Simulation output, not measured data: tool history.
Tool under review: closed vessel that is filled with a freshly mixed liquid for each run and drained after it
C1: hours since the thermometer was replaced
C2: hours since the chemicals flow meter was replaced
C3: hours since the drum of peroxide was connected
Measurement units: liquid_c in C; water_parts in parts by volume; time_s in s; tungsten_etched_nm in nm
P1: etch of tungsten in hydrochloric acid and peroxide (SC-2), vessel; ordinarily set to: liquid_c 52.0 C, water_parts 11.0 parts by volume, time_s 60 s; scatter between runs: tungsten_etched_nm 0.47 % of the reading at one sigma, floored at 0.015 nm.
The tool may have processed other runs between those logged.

Run 1, hour 9.5: liquid_c 52.0 C, water_parts 11.0 parts by volume, time_s 60 s; C1 446.9; C2 525.5; C3 326.5. Result: tungsten_etched_nm 15.5970 nm.
Run 2, hour 16.4: liquid_c 52.0 C, water_parts 11.0 parts by volume, time_s 60 s; C1 453.8; C2 532.4; C3 333.4. Result: tungsten_etched_nm 15.5840 nm.
Run 3, hour 28.9: liquid_c 52.0 C, water_parts 18.5 parts by volume, time_s 30 s; C1 466.3; C2 544.9; C3 345.9. Result: tungsten_etched_nm 4.9651 nm.
Run 4, hour 35.2: liquid_c 52.0 C, water_parts 11.0 parts by volume, time_s 30 s; C1 472.6; C2 551.2; C3 352.2. Result: tungsten_etched_nm 7.7415 nm.
Run 5, hour 41.8: liquid_c 37.0 C, water_parts 11.0 parts by volume, time_s 60 s; C1 479.2; C2 557.8; C3 358.8. Result: tungsten_etched_nm 5.5527 nm.
Run 6, hour 49.3: liquid_c 52.0 C, water_parts 17.0 parts by volume, time_s 60 s; C1 486.7; C2 565.3; C3 366.3. Result: tungsten_etched_nm 10.6780 nm.
Run 7, hour 58.1: liquid_c 52.0 C, water_parts 7.0 parts by volume, time_s 30 s; C1 495.5; C2 574.1; C3 375.1. Result: tungsten_etched_nm 11.2500 nm.
Run 8, hour 70.4: liquid_c 52.0 C, water_parts 11.0 parts by volume, time_s 100 s; C1 507.8; C2 586.4; C3 387.4. Result: tungsten_etched_nm 25.8490 nm.
Run 9, hour 81.5: liquid_c 63.5 C, water_parts 11.0 parts by volume, time_s 60 s; C1 518.9; C2 597.5; C3 398.5. Result: tungsten_etched_nm 32.4250 nm.
Run 10, hour 93.9: liquid_c 52.0 C, water_parts 11.0 parts by volume, time_s 60 s; C1 531.3; C2 609.9; C3 410.9. Result: tungsten_etched_nm 15.5450 nm.
Run 11, hour 106.7: liquid_c 52.0 C, water_parts 11.0 parts by volume, time_s 60 s; C1 544.1; C2 622.7; C3 423.7. Result: tungsten_etched_nm 15.4710 nm.
Run 12, hour 115.0: liquid_c 52.0 C, water_parts 19.5 parts by volume, time_s 35 s; C1 552.4; C2 631.0; C3 432.0. Result: tungsten_etched_nm 5.4831 nm.
Run 13, hour 120.5: liquid_c 52.0 C, water_parts 4.0 parts by volume, time_s 60 s; C1 557.9; C2 636.5; C3 437.5. Result: tungsten_etched_nm 33.4550 nm.
Run 14, hour 130.3: liquid_c 52.0 C, water_parts 11.0 parts by volume, time_s 60 s; C1 567.7; C2 646.3; C3 447.3. Result: tungsten_etched_nm 15.4850 nm.
Run 15, hour 139.7: liquid_c 52.0 C, water_parts 11.0 parts by volume, time_s 60 s; C1 577.1; C2 655.7; C3 456.7. Result: tungsten_etched_nm 16.0510 nm.
Run 16, hour 149.3: liquid_c 52.0 C, water_parts 11.0 parts by volume, time_s 60 s; C1 586.7; C2 665.3; C3 466.3. Result: tungsten_etched_nm 16.3990 nm.
Run 17, hour 160.6: liquid_c 52.0 C, water_parts 11.0 parts by volume, time_s 60 s; C1 598.0; C2 676.6; C3 477.6. Result: tungsten_etched_nm 16.7070 nm.
Run 18, hour 168.1: liquid_c 52.0 C, water_parts 11.0 parts by volume, time_s 60 s; C1 605.5; C2 684.1; C3 485.1. Result: tungsten_etched_nm 16.7310 nm.
Run 19, hour 179.4: liquid_c 52.0 C, water_parts 11.0 parts by volume, time_s 60 s; C1 616.8; C2 695.4; C3 496.4. Result: tungsten_etched_nm 16.9360 nm.
Run 20, hour 186.1: liquid_c 52.0 C, water_parts 11.0 parts by volume, time_s 60 s; C1 623.5; C2 702.1; C3 503.1. Result: tungsten_etched_nm 16.9620 nm.
Run 21, hour 198.1: liquid_c 52.0 C, water_parts 11.0 parts by volume, time_s 60 s; C1 635.5; C2 714.1; C3 515.1. Result: tungsten_etched_nm 16.9760 nm.
Run 22, hour 208.5: liquid_c 52.0 C, water_parts 11.0 parts by volume, time_s 60 s; C1 645.9; C2 724.5; C3 525.5. Result: tungsten_etched_nm 17.1370 nm.

Forecast run 23:
Run 23, hour 220.0: liquid_c 52.0 C, water_parts 11.0 parts by volume, time_s 60 s; C1 657.4; C2 736.0; C3 537.0. Result: tungsten_etched_nm ?.

{"run 23": {"tungsten_etched_nm": 16.954}}
